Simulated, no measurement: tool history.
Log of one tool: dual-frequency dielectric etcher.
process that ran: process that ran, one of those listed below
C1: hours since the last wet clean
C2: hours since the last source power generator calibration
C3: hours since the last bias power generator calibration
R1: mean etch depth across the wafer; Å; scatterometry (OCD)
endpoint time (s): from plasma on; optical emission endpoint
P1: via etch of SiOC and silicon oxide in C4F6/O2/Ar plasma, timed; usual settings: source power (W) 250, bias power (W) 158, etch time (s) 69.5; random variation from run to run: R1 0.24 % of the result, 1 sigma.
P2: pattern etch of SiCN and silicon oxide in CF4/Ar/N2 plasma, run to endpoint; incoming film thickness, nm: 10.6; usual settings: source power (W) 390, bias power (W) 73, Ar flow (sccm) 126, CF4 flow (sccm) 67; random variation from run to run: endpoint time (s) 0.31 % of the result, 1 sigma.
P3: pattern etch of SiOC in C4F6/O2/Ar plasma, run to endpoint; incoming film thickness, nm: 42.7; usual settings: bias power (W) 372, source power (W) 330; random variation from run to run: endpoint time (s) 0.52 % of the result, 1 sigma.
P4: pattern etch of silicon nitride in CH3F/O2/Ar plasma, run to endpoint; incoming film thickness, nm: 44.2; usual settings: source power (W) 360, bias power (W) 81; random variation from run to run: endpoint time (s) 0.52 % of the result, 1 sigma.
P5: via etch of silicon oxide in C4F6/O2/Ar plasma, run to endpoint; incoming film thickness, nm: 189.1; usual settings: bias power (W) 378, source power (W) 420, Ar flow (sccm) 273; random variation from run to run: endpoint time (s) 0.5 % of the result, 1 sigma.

{"run": 1, "hour": 8.3, "process that ran": "P1", "source power (W)": 250, "bias power (W)": 158, "etch time (s)": 69.5, "C1": 85.7, "C2": 1398.2, "C3": 496, "R1": 619}
{"run": 2, "hour": 18.5, "process that ran": "P1", "source power (W)": 250, "bias power (W)": 194, "etch time (s)": 69.5, "C1": 95.9, "C2": 1408.4, "C3": 506.2, "R1": 662.75}
{"run": 3, "hour": 26.3, "process that ran": "P3", "source power (W)": 330, "bias power (W)": 526, "C1": 103.7, "C2": 1416.2, "C3": 514, "endpoint time (s)": 14.284}
{"run": 4, "hour": 35.0, "process that ran": "P1", "source power (W)": 250, "bias power (W)": 158, "etch time (s)": 69.5, "C1": 112.4, "C2": 1424.9, "C3": 522.7, "R1": 617.64}
{"run": 5, "hour": 44.0, "process that ran": "P2", "source power (W)": 390, "bias power (W)": 73, "Ar flow (sccm)": 73, "CF4 flow (sccm)": 67, "C1": 121.4, "C2": 1433.9, "C3": 531.7, "endpoint time (s)": 12.993}
{"run": 6, "hour": 49.1, "process that ran": "P3", "source power (W)": 330, "bias power (W)": 372, "C1": 126.5, "C2": 1439, "C3": 536.8, "endpoint time (s)": 16.161}
{"run": 7, "hour": 59.0, "process that ran": "P1", "source power (W)": 320, "bias power (W)": 113, "etch time (s)": 69.5, "C1": 136.4, "C2": 1448.9, "C3": 546.7, "R1": 612.7}
{"run": 8, "hour": 65.6, "process that ran": "P5", "source power (W)": 420, "bias power (W)": 276, "Ar flow (sccm)": 273, "C1": 143, "C2": 1455.5, "C3": 553.3, "endpoint time (s)": 50.504}
{"run": 9, "hour": 70.7, "process that ran": "P1", "source power (W)": 250, "bias power (W)": 158, "etch time (s)": 48, "C1": 148.1, "C2": 1460.6, "C3": 558.4, "R1": 425.87}
{"run": 10, "hour": 78.1, "process that ran": "P1", "source power (W)": 250, "bias power (W)": 158, "etch time (s)": 69.5, "C1": 155.5, "C2": 1468, "C3": 565.8, "R1": 619.73}
{"run": 11, "hour": 88.3, "process that ran": "P1", "source power (W)": 160, "bias power (W)": 158, "etch time (s)": 69.5, "C1": 165.7, "C2": 1478.2, "C3": 576, "R1": 518.41}
{"run": 12, "hour": 95.1, "process that ran": "P1", "source power (W)": 250, "bias power (W)": 158, "etch time (s)": 69.5, "C1": 172.5, "C2": 1485, "C3": 582.8, "R1": 618.85}
{"run": 13, "hour": 103.1, "process that ran": "P4", "source power (W)": 360, "bias power (W)": 81, "C1": 180.5, "C2": 1493, "C3": 590.8, "endpoint time (s)": 62.775}
{"run": 14, "hour": 112.6, "process that ran": "P5", "source power (W)": 420, "bias power (W)": 378, "Ar flow (sccm)": 273, "C1": 190, "C2": 1502.5, "C3": 600.3, "endpoint time (s)": 44.952}
{"run": 15, "hour": 117.5, "process that ran": "P2", "source power (W)": 390, "bias power (W)": 73, "Ar flow (sccm)": 126, "CF4 flow (sccm)": 85, "C1": 194.9, "C2": 1507.4, "C3": 605.2, "endpoint time (s)": 13.604}
{"run": 16, "hour": 123.7, "process that ran": "P5", "source power (W)": 420, "bias power (W)": 378, "Ar flow (sccm)": 273, "C1": 201.1, "C2": 1513.6, "C3": 611.4, "endpoint time (s)": 45.176}
{"run": 17, "hour": 128.4, "process that ran": "P1", "source power (W)": 250, "bias power (W)": 102, "etch time (s)": 69.5, "C1": 205.8, "C2": 1518.3, "C3": 616.1, "R1": 540.87}
{"run": 18, "hour": 137.1, "process that ran": "P2", "source power (W)": 310, "bias power (W)": 73, "Ar flow (sccm)": 126, "CF4 flow (sccm)": 67, "C1": 214.5, "C2": 1527, "C3": 624.8, "endpoint time (s)": 17.218}
{"run": 19, "hour": 146.8, "process that ran": "P4", "source power (W)": 490, "bias power (W)": 81, "C1": 224.2, "C2": 1536.7, "C3": 634.5, "endpoint time (s)": 56.773}
{"hour": 152.1, "done": "bias power generator calibrated"}
{"run": 20, "hour": 154.8, "process that ran": "P1", "source power (W)": 300, "bias power (W)": 158, "etch time (s)": 69.5, "C1": 232.2, "C2": 1544.7, "C3": 2.8, "R1": 660.49}
{"run": 21, "hour": 160.2, "process that ran": "P2", "source power (W)": 390, "bias power (W)": 46, "Ar flow (sccm)": 126, "CF4 flow (sccm)": 67, "C1": 237.6, "C2": 1550.1, "C3": 8.2, "endpoint time (s)": 16.46}
{"run": 22, "hour": 170.0, "process that ran": "P1", "source power (W)": 250, "bias power (W)": 158, "etch time (s)": 90.5, "C1": 247.4, "C2": 1559.9, "C3": 18, "R1": 802.58}
{"run": 23, "hour": 179.9, "process that ran": "P2", "source power (W)": 390, "bias power (W)": 73, "Ar flow (sccm)": 126, "CF4 flow (sccm)": 67, "C1": 257.3, "C2": 1569.8, "C3": 27.9, "endpoint time (s)": 14.042}
{"hour": 184.2, "done": "wet clean of the chamber"}
{"run": 24, "hour": 187.8, "process that ran": "P1", "source power (W)": 190, "bias power (W)": 111, "etch time (s)": 69.5, "C1": 3.6, "C2": 1577.7, "C3": 35.8, "R1": 496.66}
{"run": 25, "hour": 195.9, "process that ran": "P4", "source power (W)": 360, "bias power (W)": 81, "C1": 11.7, "C2": 1585.8, "C3": 43.9, "endpoint time (s)": 63.815}
{"run": 26, "hour": 205.7, "process that ran": "P5", "source power (W)": 420, "bias power (W)": 378, "Ar flow (sccm)": 385, "C1": 21.5, "C2": 1595.6, "C3": 53.7, "endpoint time (s)": 46.739}
{"run": 27, "hour": 213.9, "process that ran": "P5", "source power (W)": 300, "bias power (W)": 378, "Ar flow (sccm)": 273, "C1": 29.7, "C2": 1603.8, "C3": 61.9, "endpoint time (s)": 51.556}
{"run": 28, "hour": 220.6, "process that ran": "P3", "source power (W)": 240, "bias power (W)": 372, "C1": 36.4, "C2": 1610.5, "C3": 68.6, "endpoint time (s)": 18.206}
{"run": 29, "hour": 226.6, "process that ran": "P4", "source power (W)": 360, "bias power (W)": 113, "C1": 42.4, "C2": 1616.5, "C3": 74.6, "endpoint time (s)": 55.969}
{"run": 30, "hour": 231.7, "process that ran": "P1", "source power (W)": 250, "bias power (W)": 158, "etch time (s)": 69.5, "C1": 47.5, "C2": 1621.6, "C3": 79.7, "R1": 619.51}
{"run": 31, "hour": 241.1, "process that ran": "P1", "source power (W)": 250, "bias power (W)": 158, "etch time (s)": 69.5, "C1": 56.9, "C2": 1631, "C3": 89.1, "R1": 617.63}
{"run": 32, "hour": 246.4, "process that ran": "P1", "source power (W)": 250, "bias power (W)": 158, "etch time (s)": 69.5, "C1": 62.2, "C2": 1636.3, "C3": 94.4, "R1": 614.19}
{"run": 33, "hour": 252.6, "process that ran": "P1", "source power (W)": 250, "bias power (W)": 158, "etch time (s)": 69.5, "C1": 68.4, "C2": 1642.5, "C3": 100.6, "R1": 614.4}
{"run": 34, "hour": 258.1, "process that ran": "P1", "source power (W)": 250, "bias power (W)": 158, "etch time (s)": 69.5, "C1": 73.9, "C2": 1648, "C3": 106.1, "R1": 609.65}
{"run": 35, "hour": 265.3, "process that ran": "P1", "source power (W)": 250, "bias power (W)": 158, "etch time (s)": 69.5, "C1": 81.1, "C2": 1655.2, "C3": 113.3, "R1": 608.24}
{"run": 36, "hour": 272.1, "process that ran": "P1", "source power (W)": 250, "bias power (W)": 158, "etch time (s)": 69.5, "C1": 87.9, "C2": 1662, "C3": 120.1, "R1": 606.72}
{"hour": 273.0, "done": "wet clean of the chamber"}
{"run": 37, "hour": 278.1, "process that ran": "P1", "source power (W)": 250, "bias power (W)": 158, "etch time (s)": 69.5, "C1": 5.1, "C2": 1668, "C3": 126.1, "R1": 607.4}
{"run": 38, "hour": 286.5, "process that ran": "P1", "source power (W)": 250, "bias power (W)": 158, "etch time (s)": 69.5, "C1": 13.5, "C2": 1676.4, "C3": 134.5, "R1": 608.61}

What P1 gives has crept away from where it was. These 2 causes fit the log equally well, each at the size given:
A: bias power that arrives under what is set, % = 4.91
B: source power that arrives under what is set, % = 4.11
The creep began at about hour 241.1.
Why every other cause is out:
chamber walls in a state that lowers the etch rate, %: serviced at hour 273, which brought nothing back

4 check runs are offered, each on 2 wafers whose results are averaged, their results left as question marks. Which one tells the causes apart?
{"run": "check 1", "hour": 294.9, "process that ran": "P5", "source power (W)": 350, "bias power (W)": 378, "Ar flow (sccm)": 373, "endpoint time (s)": "?"}
{"run": "check 2", "hour": 294.9, "process that ran": "P2", "source power (W)": 390, "bias power (W)": 73, "Ar flow (sccm)": 75, "CF4 flow (sccm)": 80, "endpoint time (s)": "?"}
{"run": "check 3", "hour": 294.9, "process that ran": "P4", "source power (W)": 470, "bias power (W)": 112, "endpoint time (s)": "?"}
{"run": "check 4", "hour": 294.9, "process that ran": "P3", "source power (W)": 330, "bias power (W)": 512, "endpoint time (s)": "?"}

What each check would give under each cause:
check=check_1 result=endpoint_time_(s) if_A=51.165 if_B=51.039
check=check_2 result=endpoint_time_(s) if_A=12.918 if_B=13.193
check=check_3 result=endpoint_time_(s) if_A=51.913 if_B=51.756
check=check_4 result=endpoint_time_(s) if_A=14.703 if_B=14.651
How far apart the two closest causes lie, in the result that separates them most: check 1 0.25 %; check 2 2.11 %; check 3 0.3 %; check 4 0.36 %
Only check 2 tells the causes apart: in the others they would give nearly the same result.

Check 2 was then run and gave: endpoint time (s) 12.958. Which cause is it?

It is A: bias power that arrives under what is set, %.
